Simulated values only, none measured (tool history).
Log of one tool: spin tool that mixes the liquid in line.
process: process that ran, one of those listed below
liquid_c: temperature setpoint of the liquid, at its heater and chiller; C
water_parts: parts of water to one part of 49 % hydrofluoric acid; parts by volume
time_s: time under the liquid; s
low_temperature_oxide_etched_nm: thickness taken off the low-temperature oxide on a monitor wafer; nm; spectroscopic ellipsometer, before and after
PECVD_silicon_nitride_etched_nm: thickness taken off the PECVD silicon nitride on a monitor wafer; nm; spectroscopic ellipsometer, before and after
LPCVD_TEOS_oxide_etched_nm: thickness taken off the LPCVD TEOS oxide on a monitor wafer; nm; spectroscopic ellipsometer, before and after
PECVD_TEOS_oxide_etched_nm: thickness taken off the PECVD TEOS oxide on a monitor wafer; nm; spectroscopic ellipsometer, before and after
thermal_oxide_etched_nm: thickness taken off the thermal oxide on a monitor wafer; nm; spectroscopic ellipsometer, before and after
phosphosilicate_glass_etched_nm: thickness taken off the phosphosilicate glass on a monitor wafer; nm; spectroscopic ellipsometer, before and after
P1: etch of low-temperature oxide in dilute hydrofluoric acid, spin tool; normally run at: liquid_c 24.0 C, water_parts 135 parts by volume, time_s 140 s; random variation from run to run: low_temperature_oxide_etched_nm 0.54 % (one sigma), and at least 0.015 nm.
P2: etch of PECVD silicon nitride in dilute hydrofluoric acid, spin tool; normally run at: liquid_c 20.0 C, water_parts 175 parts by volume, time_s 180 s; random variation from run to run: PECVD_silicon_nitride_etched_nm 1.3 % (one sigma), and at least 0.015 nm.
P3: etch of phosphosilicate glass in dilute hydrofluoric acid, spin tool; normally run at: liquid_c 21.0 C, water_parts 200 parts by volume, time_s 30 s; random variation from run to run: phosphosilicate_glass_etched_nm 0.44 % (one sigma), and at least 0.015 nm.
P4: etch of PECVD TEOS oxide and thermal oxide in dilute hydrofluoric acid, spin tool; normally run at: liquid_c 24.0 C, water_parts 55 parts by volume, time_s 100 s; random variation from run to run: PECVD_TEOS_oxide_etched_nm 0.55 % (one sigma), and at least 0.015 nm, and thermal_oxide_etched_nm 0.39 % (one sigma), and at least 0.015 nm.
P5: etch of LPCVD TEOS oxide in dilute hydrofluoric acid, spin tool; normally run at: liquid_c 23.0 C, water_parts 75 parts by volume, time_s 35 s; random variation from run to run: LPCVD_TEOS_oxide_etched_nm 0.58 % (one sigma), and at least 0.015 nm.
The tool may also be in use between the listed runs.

| run | hour | process | liquid_c | water_parts | time_s | hours since the thermometer was replaced | hours since the hydrofluoric acid flow meter was replaced | low_temperature_oxide_etched_nm | PECVD_silicon_nitride_etched_nm | LPCVD_TEOS_oxide_etched_nm | PECVD_TEOS_oxide_etched_nm | thermal_oxide_etched_nm | phosphosilicate_glass_etched_nm |
|---|---|---|---|---|---|---|---|---|---|---|---|---|---|
| 1 | 9.2 | P1 | 24.0 | 135 | 140 | 252.1 | 522.4 | 20.4250 |  |  |  |  |  |
| 2 | 18.3 | P2 | 20.0 | 175 | 180 | 261.2 | 531.5 |  | 2.0089 |  |  |  |  |
| 3 | 27.2 | P5 | 23.0 | 75 | 35 | 270.1 | 540.4 |  |  | 14.6960 |  |  |  |
| 4 | 36.5 | P4 | 31.5 | 55 | 100 | 279.4 | 549.7 |  |  |  | 54.804 | 12.1270 |  |
| 5 | 42.1 | P1 | 30.0 | 70 | 140 | 285.0 | 555.3 | 54.1160 |  |  |  |  |  |
| 6 | 48.1 | P4 | 24.0 | 55 | 100 | 291.0 | 561.3 |  |  |  | 40.600 | 8.9853 |  |
| 7 | 56.8 | P4 | 24.0 | 55 | 100 | 299.7 | 570.0 |  |  |  | 40.756 | 8.9134 |  |
| 8 | 61.4 | P1 | 24.0 | 135 | 140 | 304.3 | 574.6 | 20.4910 |  |  |  |  |  |
| 9 | 68.3 | P1 | 24.0 | 135 | 210 | 311.2 | 581.5 | 30.5260 |  |  |  |  |  |
| 10 | 73.2 | P1 | 32.5 | 135 | 140 | 316.1 | 586.4 | 27.9980 |  |  |  |  |  |
| 11 | 79.9 | P4 | 24.0 | 30 | 100 | 322.8 | 593.1 |  |  |  | 76.760 | 16.9660 |  |
| 12 | 89.6 | P1 | 24.0 | 250 | 140 | 332.5 | 602.8 | 9.7749 |  |  |  |  |  |
| 13 | 99.1 | P2 | 20.0 | 175 | 290 | 342.0 | 612.3 |  | 3.2836 |  |  |  |  |
| 14 | 106.0 | P1 | 24.0 | 135 | 140 | 348.9 | 619.2 | 20.4900 |  |  |  |  |  |
| 15 | 114.3 | P2 | 20.0 | 40 | 180 | 357.2 | 627.5 |  | 8.6386 |  |  |  |  |
| 16 | 122.1 | P3 | 21.0 | 200 | 30 | 365.0 | 635.3 |  |  |  |  |  | 22.134 |
| 17 | 127.4 | P4 | 24.0 | 55 | 40 | 370.3 | 640.6 |  |  |  | 16.294 | 3.5807 |  |
| 18 | 136.7 | P3 | 21.0 | 200 | 30 | 379.6 | 649.9 |  |  |  |  |  | 22.129 |
| 19 | 145.3 | P3 | 17.0 | 200 | 30 | 388.2 | 658.5 |  |  |  |  |  | 19.021 |
| 20 | 150.1 | P1 | 24.0 | 135 | 70 | 393.0 | 663.3 | 10.1820 |  |  |  |  |  |
| 21 | 155.4 | P2 | 26.5 | 175 | 180 | 398.3 | 668.6 |  | 3.0652 |  |  |  |  |
|  | 158.0 | thermometer replaced |
| 22 | 164.0 | P1 | 24.0 | 135 | 140 | 6.0 | 677.2 | 20.5390 |  |  |  |  |  |
| 23 | 170.3 | P1 | 17.0 | 135 | 140 | 12.3 | 683.5 | 15.4250 |  |  |  |  |  |
| 24 | 179.7 | P5 | 23.0 | 75 | 15 | 21.7 | 692.9 |  |  | 6.3445 |  |  |  |
| 25 | 186.5 | P5 | 23.0 | 75 | 35 | 28.5 | 699.7 |  |  | 14.5800 |  |  |  |
| 26 | 193.2 | P3 | 21.0 | 80 | 30 | 35.2 | 706.4 |  |  |  |  |  | 63.026 |
| 27 | 198.4 | P1 | 24.0 | 45 | 140 | 40.4 | 711.6 | 68.4650 |  |  |  |  |  |
| 28 | 203.8 | P3 | 21.0 | 200 | 60 | 45.8 | 717.0 |  |  |  |  |  | 44.377 |
| 29 | 213.5 | P5 | 31.0 | 75 | 35 | 55.5 | 726.7 |  |  | 20.2930 |  |  |  |
| 30 | 222.8 | P5 | 23.0 | 40 | 35 | 64.8 | 736.0 |  |  | 28.9620 |  |  |  |
| 31 | 229.9 | P1 | 24.0 | 135 | 140 | 71.9 | 743.1 | 20.3090 |  |  |  |  |  |
| 32 | 237.4 | P1 | 24.0 | 135 | 140 | 79.4 | 750.6 | 20.9120 |  |  |  |  |  |
| 33 | 243.7 | P1 | 24.0 | 135 | 140 | 85.7 | 756.9 | 21.3700 |  |  |  |  |  |
| 34 | 252.3 | P1 | 24.0 | 135 | 140 | 94.3 | 765.5 | 21.5160 |  |  |  |  |  |
| 35 | 261.2 | P1 | 24.0 | 135 | 140 | 103.2 | 774.4 | 21.8650 |  |  |  |  |  |
| 36 | 270.4 | P1 | 24.0 | 135 | 140 | 112.4 | 783.6 | 22.1320 |  |  |  |  |  |
| 37 | 275.8 | P1 | 24.0 | 135 | 140 | 117.8 | 789.0 | 21.9790 |  |  |  |  |  |
| 38 | 283.6 | P1 | 24.0 | 135 | 140 | 125.6 | 796.8 | 22.0770 |  |  |  |  |  |

The next listed run, before its measurement:
| 39 | 291.5 | P1 | 24.0 | 135 | 140 | 133.5 | 804.7 | ? |  |  |  |  |  |

{"run 39": {"low_temperature_oxide_etched_nm": 22.142}}
